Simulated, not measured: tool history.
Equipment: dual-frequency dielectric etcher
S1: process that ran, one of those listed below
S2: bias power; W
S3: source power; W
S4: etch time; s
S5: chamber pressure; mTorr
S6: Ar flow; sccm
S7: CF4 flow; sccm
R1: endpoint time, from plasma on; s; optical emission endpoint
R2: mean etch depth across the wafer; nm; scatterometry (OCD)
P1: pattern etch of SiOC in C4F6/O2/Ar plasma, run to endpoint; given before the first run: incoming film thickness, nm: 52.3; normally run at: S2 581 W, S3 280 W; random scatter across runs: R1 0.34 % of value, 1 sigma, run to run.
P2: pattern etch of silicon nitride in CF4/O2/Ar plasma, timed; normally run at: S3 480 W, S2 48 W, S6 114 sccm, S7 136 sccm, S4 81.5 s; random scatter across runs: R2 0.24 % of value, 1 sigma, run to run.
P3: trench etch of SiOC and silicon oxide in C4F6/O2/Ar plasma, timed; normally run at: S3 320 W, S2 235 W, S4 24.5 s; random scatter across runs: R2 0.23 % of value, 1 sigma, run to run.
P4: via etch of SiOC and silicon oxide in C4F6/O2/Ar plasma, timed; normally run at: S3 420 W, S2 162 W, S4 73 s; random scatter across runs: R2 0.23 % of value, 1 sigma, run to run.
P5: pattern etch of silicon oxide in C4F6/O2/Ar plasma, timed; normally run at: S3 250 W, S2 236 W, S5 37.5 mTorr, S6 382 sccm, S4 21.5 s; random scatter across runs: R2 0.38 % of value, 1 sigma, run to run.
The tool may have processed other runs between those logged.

run,hour,S1,S2,S3,S4,S5,S6,S7,R1,R2
1,6.3,P1,581,280,,,,,18.866,
2,10.8,P4,162,520,73,,,,,86.997
3,17.3,P5,161,250,21.5,37.5,382,,,49.714
4,24.8,P2,48,480,81.5,,80,136,,162.09
5,29.5,P5,236,250,14.5,37.5,382,,,38.121
6,39.5,P1,581,280,,,,,18.826,
7,45.7,P4,199,420,73,,,,,85.222
8,55.3,P1,722,280,,,,,17.298,
9,62.9,P4,162,420,73,,,,,80.403
10,72.3,P5,236,310,21.5,37.5,382,,,61.362
11,78.7,P1,581,280,,,,,18.903,
12,83.3,P5,236,250,21.5,37.5,382,,,56.805
13,89.7,P3,235,220,24.5,,,,,43.424
14,99.1,P1,581,220,,,,,20.82,
15,104.9,P2,48,480,81.5,,114,181,,160.93
16,113.8,P1,581,280,,,,,18.969,
17,123.3,P3,235,320,24.5,,,,,49.852
18,128.1,P3,183,320,24.5,,,,,45.878
19,134.9,P2,48,480,81.5,,114,136,,156.05
20,140.7,P3,235,320,17,,,,,34.587
21,146.1,P1,581,350,,,,,17.495,
22,151.6,P1,444,180,,,,,24.672,
23,156.1,P2,67,480,81.5,,114,136,,176.65
24,163.2,P5,236,250,21.5,52.5,382,,,54.409
25,172,P4,162,420,73,,,,,80.39
26,181,P1,778,210,,,,,18.628,
27,188.1,P5,236,250,21.5,37.5,276,,,58.85
28,193.1,P2,48,480,113,,114,136,,216.45
29,198.8,P2,48,480,81.5,,114,136,,156.82
30,203.6,P3,235,320,24.5,,,,,49.962
31,208.9,P1,467,280,,,,,20.5,
32,218.2,P1,581,280,,,,,19.014,
33,222.8,P4,162,420,96,,,,,105.23
34,231.8,P1,581,280,,,,,18.855,
35,241.6,P2,48,600,81.5,,114,136,,189.56
36,250.1,P1,581,280,,,,,18.965,
37,254.7,P1,581,280,,,,,18.996,
38,263.4,P1,581,280,,,,,19.071,
39,268.5,P1,581,280,,,,,19.112,
40,275.2,P1,581,280,,,,,19.18,
41,281.9,P1,581,280,,,,,19.202,
# hour 283.6: wet clean of the chamber
42,291.1,P1,581,280,,,,,19.211,
43,299.5,P1,581,280,,,,,19.284,
44,307.2,P1,581,280,,,,,19.106,
45,317,P1,581,280,,,,,19.248,
46,323.4,P1,581,280,,,,,19.188,

P1 has crept away from where it was. The log is fitted equally well by each of these 2 causes, at the sizes shown:
A: source power that arrives under what is set, % = 4.58
B: bias power that arrives under what is set, % = 4.32
The onset of the drift is placed at about hour 250.1.
Each remaining cause and why it is not a fit:
chamber walls in a state that lowers the etch rate, %: serviced after onset, at hour 283.6, with no recovery of the prior output

Consider the 4 single-wafer check runs listed below, results given as question marks: which one distinguishes between the causes by giving clearly different results for each?
check 1,329.8,P2,62,480,81.5,,114,136,,?
check 2,329.8,P3,235,240,24.5,,,,,?
check 3,329.8,P4,185,420,94.5,,,,,?
check 4,329.8,P5,171,250,14.5,37.5,382,,,?

Check results expected under each cause:
check,result,if A,if B
check 1,R2,164.99,168.97
check 2,R2,44,44.114
check 3,R2,106.38,106.8
check 4,R2,33.666,33.798
Gap, in per cent, between the two causes that each check separates least, read from the result that separates them most: check 1 2.39 %; check 2 0.26 %; check 3 0.4 %; check 4 0.39 %
The other checks would show nearly matching results whichever cause is true, so check 1 is the only one that separates the causes.

Check 1 was then run and gave: R2 168.77 nm. Which cause is it?

It was cause B: bias power that arrives under what is set, %.

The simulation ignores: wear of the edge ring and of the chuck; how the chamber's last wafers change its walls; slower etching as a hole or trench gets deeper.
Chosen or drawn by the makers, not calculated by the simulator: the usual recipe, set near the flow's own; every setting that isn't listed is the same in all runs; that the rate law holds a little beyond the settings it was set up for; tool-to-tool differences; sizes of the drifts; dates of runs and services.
